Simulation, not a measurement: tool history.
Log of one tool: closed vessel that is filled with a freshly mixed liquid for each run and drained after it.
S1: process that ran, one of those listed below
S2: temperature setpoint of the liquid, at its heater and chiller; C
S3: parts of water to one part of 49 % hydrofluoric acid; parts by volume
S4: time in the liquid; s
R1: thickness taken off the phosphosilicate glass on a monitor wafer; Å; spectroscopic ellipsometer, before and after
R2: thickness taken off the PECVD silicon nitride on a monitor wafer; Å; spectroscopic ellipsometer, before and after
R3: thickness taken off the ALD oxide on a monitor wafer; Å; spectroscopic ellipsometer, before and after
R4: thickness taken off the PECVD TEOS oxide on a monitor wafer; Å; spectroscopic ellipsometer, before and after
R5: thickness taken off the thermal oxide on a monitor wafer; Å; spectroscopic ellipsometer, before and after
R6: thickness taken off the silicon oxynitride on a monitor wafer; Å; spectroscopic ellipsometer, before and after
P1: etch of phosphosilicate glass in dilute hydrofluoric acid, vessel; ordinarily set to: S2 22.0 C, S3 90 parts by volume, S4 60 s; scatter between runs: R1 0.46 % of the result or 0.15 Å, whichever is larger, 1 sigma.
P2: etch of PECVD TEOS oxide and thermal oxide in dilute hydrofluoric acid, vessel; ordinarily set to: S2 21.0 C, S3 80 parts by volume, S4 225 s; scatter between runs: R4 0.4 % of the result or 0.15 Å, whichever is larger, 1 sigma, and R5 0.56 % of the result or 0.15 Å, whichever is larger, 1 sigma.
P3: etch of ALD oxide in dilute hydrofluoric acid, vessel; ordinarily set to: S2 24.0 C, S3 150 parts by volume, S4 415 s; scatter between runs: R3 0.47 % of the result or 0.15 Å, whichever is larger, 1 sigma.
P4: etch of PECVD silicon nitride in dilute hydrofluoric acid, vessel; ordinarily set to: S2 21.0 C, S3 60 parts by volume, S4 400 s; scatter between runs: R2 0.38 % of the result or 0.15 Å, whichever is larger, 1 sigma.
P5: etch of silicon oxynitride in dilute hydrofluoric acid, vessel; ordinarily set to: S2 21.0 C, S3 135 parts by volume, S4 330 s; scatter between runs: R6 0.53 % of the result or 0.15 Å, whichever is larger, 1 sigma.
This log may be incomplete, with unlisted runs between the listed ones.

Run 1, hour 8.8: S1 P1, S2 22.0 C, S3 90 parts by volume, S4 60 s. Result: R1 667.28 Å.
Run 2, hour 22.4: S1 P4, S2 21.0 C, S3 60 parts by volume, S4 400 s. Result: R2 238.97 Å.
Run 3, hour 30.2: S1 P1, S2 22.0 C, S3 130 parts by volume, S4 60 s. Result: R1 437.86 Å.
Run 4, hour 37.5: S1 P3, S2 30.0 C, S3 150 parts by volume, S4 415 s. Result: R3 665.03 Å.
Run 5, hour 47.6: S1 P2, S2 17.0 C, S3 80 parts by volume, S4 225 s. Result: R4 453.010 Å, R5 105.440 Å.
Run 6, hour 61.2: S1 P5, S2 21.0 C, S3 135 parts by volume, S4 615 s. Result: R6 101.960 Å.
Run 7, hour 75.4: S1 P4, S2 21.0 C, S3 20 parts by volume, S4 400 s. Result: R2 685.13 Å.
Run 8, hour 88.6: S1 P1, S2 22.0 C, S3 90 parts by volume, S4 30 s. Result: R1 333.10 Å.
Run 9, hour 96.4: S1 P4, S2 17.0 C, S3 60 parts by volume, S4 400 s. Result: R2 181.56 Å.
Run 10, hour 106.4: S1 P2, S2 21.0 C, S3 80 parts by volume, S4 225 s. Result: R4 532.210 Å, R5 126.270 Å.
Run 11, hour 120.3: S1 P4, S2 21.0 C, S3 60 parts by volume, S4 615 s. Result: R2 370.00 Å.
Run 12, hour 133.8: S1 P2, S2 21.0 C, S3 80 parts by volume, S4 30 s. Result: R4 71.835 Å, R5 16.783 Å.
Run 13, hour 141.2: S1 P5, S2 17.0 C, S3 135 parts by volume, S4 330 s. Result: R6 44.851 Å.
Run 14, hour 152.4: S1 P1, S2 22.0 C, S3 90 parts by volume, S4 60 s. Result: R1 661.26 Å.
Run 15, hour 161.2: S1 P1, S2 22.0 C, S3 45 parts by volume, S4 60 s. Result: R1 1395.70 Å.
Run 16, hour 170.7: S1 P5, S2 21.0 C, S3 30 parts by volume, S4 330 s. Result: R6 265.300 Å.
Run 17, hour 177.5: S1 P1, S2 17.0 C, S3 90 parts by volume, S4 60 s. Result: R1 536.73 Å.
Run 18, hour 188.3: S1 P3, S2 24.0 C, S3 275 parts by volume, S4 415 s. Result: R3 253.07 Å.
Run 19, hour 197.5: S1 P1, S2 22.0 C, S3 90 parts by volume, S4 105 s. Result: R1 1160.30 Å.
Run 20, hour 205.0: S1 P3, S2 24.0 C, S3 150 parts by volume, S4 415 s. Result: R3 527.20 Å.
Run 21, hour 213.5: S1 P4, S2 21.0 C, S3 60 parts by volume, S4 400 s. Result: R2 239.77 Å.
Run 22, hour 224.5: S1 P1, S2 22.0 C, S3 90 parts by volume, S4 60 s. Result: R1 659.44 Å.
Run 23, hour 236.9: S1 P1, S2 27.5 C, S3 90 parts by volume, S4 60 s. Result: R1 826.18 Å.
Run 24, hour 248.2: S1 P5, S2 21.0 C, S3 135 parts by volume, S4 330 s. Result: R6 54.995 Å.
Run 25, hour 258.2: S1 P3, S2 24.0 C, S3 150 parts by volume, S4 140 s. Result: R3 178.80 Å.
Run 26, hour 266.5: S1 P1, S2 22.0 C, S3 90 parts by volume, S4 60 s. Result: R1 663.18 Å.
Run 27, hour 279.6: S1 P5, S2 21.0 C, S3 135 parts by volume, S4 330 s. Result: R6 54.511 Å.
Run 28, hour 287.1: S1 P2, S2 21.0 C, S3 140 parts by volume, S4 225 s. Result: R4 286.130 Å, R5 66.008 Å.
Run 29, hour 293.9: S1 P1, S2 17.0 C, S3 90 parts by volume, S4 110 s. Result: R1 992.65 Å.
Run 30, hour 305.2: S1 P1, S2 22.0 C, S3 90 parts by volume, S4 60 s. Result: R1 660.71 Å.
Run 31, hour 317.5: S1 P1, S2 22.0 C, S3 90 parts by volume, S4 60 s. Result: R1 667.29 Å.
Run 32, hour 327.3: S1 P1, S2 22.0 C, S3 90 parts by volume, S4 60 s. Result: R1 651.37 Å.
Run 33, hour 340.9: S1 P1, S2 22.0 C, S3 90 parts by volume, S4 60 s. Result: R1 640.56 Å.
Run 34, hour 349.6: S1 P1, S2 22.0 C, S3 90 parts by volume, S4 60 s. Result: R1 635.32 Å.
Run 35, hour 361.7: S1 P1, S2 22.0 C, S3 90 parts by volume, S4 60 s. Result: R1 632.14 Å.
Run 36, hour 368.2: S1 P1, S2 22.0 C, S3 90 parts by volume, S4 60 s. Result: R1 632.71 Å.
Run 37, hour 378.3: S1 P1, S2 22.0 C, S3 90 parts by volume, S4 60 s. Result: R1 634.63 Å.
Run 38, hour 386.8: S1 P1, S2 22.0 C, S3 90 parts by volume, S4 60 s. Result: R1 625.68 Å.
Run 39, hour 396.0: S1 P1, S2 22.0 C, S3 90 parts by volume, S4 60 s. Result: R1 627.65 Å.
Run 40, hour 405.9: S1 P1, S2 22.0 C, S3 90 parts by volume, S4 60 s. Result: R1 629.81 Å.
Run 41, hour 413.8: S1 P1, S2 22.0 C, S3 90 parts by volume, S4 60 s. Result: R1 623.14 Å.
Run 42, hour 428.2: S1 P1, S2 22.0 C, S3 90 parts by volume, S4 60 s. Result: R1 621.78 Å.

What P1 gives has crept away from where it was. These 2 causes fit the log equally well, each at the size given:
A: liquid colder than its thermometer reads (K) = 1.44
B: hydrofluoric acid flow below the setpoint (%) = 5.16
Creep in the process output first set in at about hour 317.5.

Of the 4 check runs listed below, each run on one wafer and each result written as a question mark, which would let you distinguish the listed causes because they would give clearly different results?
Run check 1, hour 442.6: S1 P4, S2 21.0 C, S3 60 parts by volume, S4 400 s. Result: R2 ?.
Run check 2, hour 442.6: S1 P5, S2 21.0 C, S3 135 parts by volume, S4 330 s. Result: R6 ?.
Run check 3, hour 442.6: S1 P2, S2 21.0 C, S3 80 parts by volume, S4 225 s. Result: R4 ?, R5 ?.
Run check 4, hour 442.6: S1 P3, S2 24.0 C, S3 150 parts by volume, S4 415 s. Result: R3 ?.

Check results expected under each cause:
  check  result     if A     if B
check 1      R2   217.02   227.63
check 2      R6   51.010   51.555
check 3      R4  504.290  505.160
check 3      R5  117.990  118.200
check 4      R3   500.50   497.11
Minimum pairwise separation of causes per check, each pair taken at its best-separating result: check 1 4.78 %; check 2 1.06 %; check 3 0.17 %; check 4 0.68 %
Only check 1 tells the causes apart: in the others they would give nearly the same result.

Then check 1 was run and gave: R2 216.17 Å. Which cause is it?

The correct cause is A, namely: liquid colder than its thermometer reads (K).
